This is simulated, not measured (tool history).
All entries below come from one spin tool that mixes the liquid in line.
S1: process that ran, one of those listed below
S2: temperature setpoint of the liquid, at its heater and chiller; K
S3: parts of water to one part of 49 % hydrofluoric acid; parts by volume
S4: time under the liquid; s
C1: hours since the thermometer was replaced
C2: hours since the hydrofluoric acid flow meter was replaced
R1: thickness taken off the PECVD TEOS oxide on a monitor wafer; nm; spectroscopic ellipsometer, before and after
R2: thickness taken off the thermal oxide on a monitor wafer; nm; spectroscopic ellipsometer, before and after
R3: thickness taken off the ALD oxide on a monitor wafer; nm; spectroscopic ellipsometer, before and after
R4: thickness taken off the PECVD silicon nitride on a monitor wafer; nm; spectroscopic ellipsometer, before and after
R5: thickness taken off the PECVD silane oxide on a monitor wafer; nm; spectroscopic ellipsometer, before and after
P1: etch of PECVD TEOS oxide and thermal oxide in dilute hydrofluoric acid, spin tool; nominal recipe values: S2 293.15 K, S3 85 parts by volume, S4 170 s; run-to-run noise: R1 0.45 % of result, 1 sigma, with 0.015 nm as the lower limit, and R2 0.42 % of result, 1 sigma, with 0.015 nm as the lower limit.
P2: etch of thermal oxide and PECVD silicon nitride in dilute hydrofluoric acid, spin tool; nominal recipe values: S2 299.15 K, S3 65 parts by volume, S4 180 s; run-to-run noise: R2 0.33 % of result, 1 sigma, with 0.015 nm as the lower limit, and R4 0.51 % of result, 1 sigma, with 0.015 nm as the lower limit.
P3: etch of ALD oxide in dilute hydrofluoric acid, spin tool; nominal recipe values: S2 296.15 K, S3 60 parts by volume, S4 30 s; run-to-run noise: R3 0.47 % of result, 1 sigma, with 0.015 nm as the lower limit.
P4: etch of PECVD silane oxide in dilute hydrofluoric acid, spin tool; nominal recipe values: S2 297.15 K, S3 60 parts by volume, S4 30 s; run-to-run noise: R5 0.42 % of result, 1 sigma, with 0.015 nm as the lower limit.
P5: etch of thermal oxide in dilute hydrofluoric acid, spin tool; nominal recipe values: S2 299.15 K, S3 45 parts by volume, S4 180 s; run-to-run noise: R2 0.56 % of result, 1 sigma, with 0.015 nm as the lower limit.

run 1 hour=13.4 | S1=P1 S2=293.15 S3=85 S4=170 | C1=527.2 C2=1202.2 | R1=49.482 R2=7.9761
run 2 hour=23.5 | S1=P1 S2=293.15 S3=85 S4=170 | C1=537.3 C2=1212.3 | R1=49.533 R2=7.9861
run 3 hour=36.8 | S1=P1 S2=293.15 S3=50 S4=290 | C1=550.6 C2=1225.6 | R1=148.11 R2=24.164
run 4 hour=46.2 | S1=P5 S2=299.15 S3=45 S4=180 | C1=560 C2=1235 | R2=22.133
run 5 hour=58.4 | S1=P5 S2=299.15 S3=45 S4=60 | C1=572.2 C2=1247.2 | R2=7.3888
run 6 hour=67.3 | S1=P1 S2=293.15 S3=20 S4=170 | C1=581.1 C2=1256.1 | R1=224.93 R2=36.83
run 7 hour=84.3 | S1=P3 S2=296.15 S3=60 S4=30 | C1=598.1 C2=1273.1 | R3=11.626
run 8 hour=98.4 | S1=P3 S2=296.15 S3=60 S4=30 | C1=612.2 C2=1287.2 | R3=11.656
run 9 hour=106.4 | S1=P1 S2=293.15 S3=85 S4=170 | C1=620.2 C2=1295.2 | R1=49.788 R2=7.9628
run 10 hour=117.4 | S1=P2 S2=291.65 S3=65 S4=180 | C1=631.2 C2=1306.2 | R2=11.22 R4=4.6061
run 11 hour=127 | S1=P5 S2=299.15 S3=45 S4=180 | C1=640.8 C2=1315.8 | R2=22.377
run 12 hour=143.9 | S1=P4 S2=297.15 S3=60 S4=15 | C1=657.7 C2=1332.7 | R5=6.6045
run 13 hour=152.3 | S1=P1 S2=293.15 S3=85 S4=30 | C1=666.1 C2=1341.1 | R1=8.7025 R2=1.4282
run 14 hour=169.9 | S1=P1 S2=293.15 S3=85 S4=170 | C1=683.7 C2=1358.7 | R1=49.451 R2=7.9566
run 15 hour=185 | S1=P1 S2=297.65 S3=85 S4=170 | C1=698.8 C2=1373.8 | R1=59.05 R2=9.6346
run 16 hour=197.5 | S1=P2 S2=299.15 S3=30 S4=180 | C1=711.3 C2=1386.3 | R2=34.562 R4=16.605
-- hour=209.3 thermometer replaced
run 17 hour=214 | S1=P1 S2=293.15 S3=85 S4=170 | C1=4.8 C2=1402.8 | R1=49.31 R2=7.9801
run 18 hour=231.4 | S1=P4 S2=297.15 S3=20 S4=30 | C1=22.2 C2=1420.2 | R5=41.394
run 19 hour=248.8 | S1=P3 S2=296.15 S3=60 S4=15 | C1=39.6 C2=1437.6 | R3=5.8789
run 20 hour=258.1 | S1=P5 S2=306.65 S3=45 S4=180 | C1=48.9 C2=1446.9 | R2=29.679
run 21 hour=268.5 | S1=P1 S2=293.15 S3=50 S4=30 | C1=59.3 C2=1457.3 | R1=15.537 R2=2.4926
run 22 hour=281.7 | S1=P1 S2=293.15 S3=115 S4=170 | C1=72.5 C2=1470.5 | R1=35.183 R2=5.7051
run 23 hour=291.4 | S1=P2 S2=299.15 S3=65 S4=180 | C1=82.2 C2=1480.2 | R2=15.174 R4=7.7216
run 24 hour=308.6 | S1=P4 S2=290.15 S3=60 S4=30 | C1=99.4 C2=1497.4 | R5=9.8148
run 25 hour=323.9 | S1=P2 S2=299.15 S3=65 S4=180 | C1=114.7 C2=1512.7 | R2=15.137 R4=7.7586
run 26 hour=338.8 | S1=P1 S2=290.15 S3=85 S4=170 | C1=129.6 C2=1527.6 | R1=43.708 R2=7.0241
run 27 hour=348.8 | S1=P4 S2=297.15 S3=60 S4=30 | C1=139.6 C2=1537.6 | R5=13.22
run 28 hour=362.8 | S1=P3 S2=296.15 S3=20 S4=30 | C1=153.6 C2=1551.6 | R3=36.708
run 29 hour=372.5 | S1=P1 S2=293.15 S3=115 S4=60 | C1=163.3 C2=1561.3 | R1=12.381 R2=2.0296
run 30 hour=380.5 | S1=P5 S2=299.15 S3=75 S4=180 | C1=171.3 C2=1569.3 | R2=12.666
run 31 hour=393.4 | S1=P2 S2=299.15 S3=65 S4=15 | C1=184.2 C2=1582.2 | R2=1.2632 R4=0.65486
run 32 hour=411 | S1=P1 S2=293.15 S3=85 S4=310 | C1=201.8 C2=1599.8 | R1=90.646 R2=14.503
run 33 hour=427.6 | S1=P3 S2=290.15 S3=60 S4=30 | C1=218.4 C2=1616.4 | R3=9.1171

What does the tool deliver on the next run?
run 34 hour=436.7 | S1=P1 S2=293.15 S3=85 S4=170 | C1=227.5 C2=1625.5 | R1=? R2=?

Logged for run 34: R1 49.123 nm, R2 8.0008 nm.
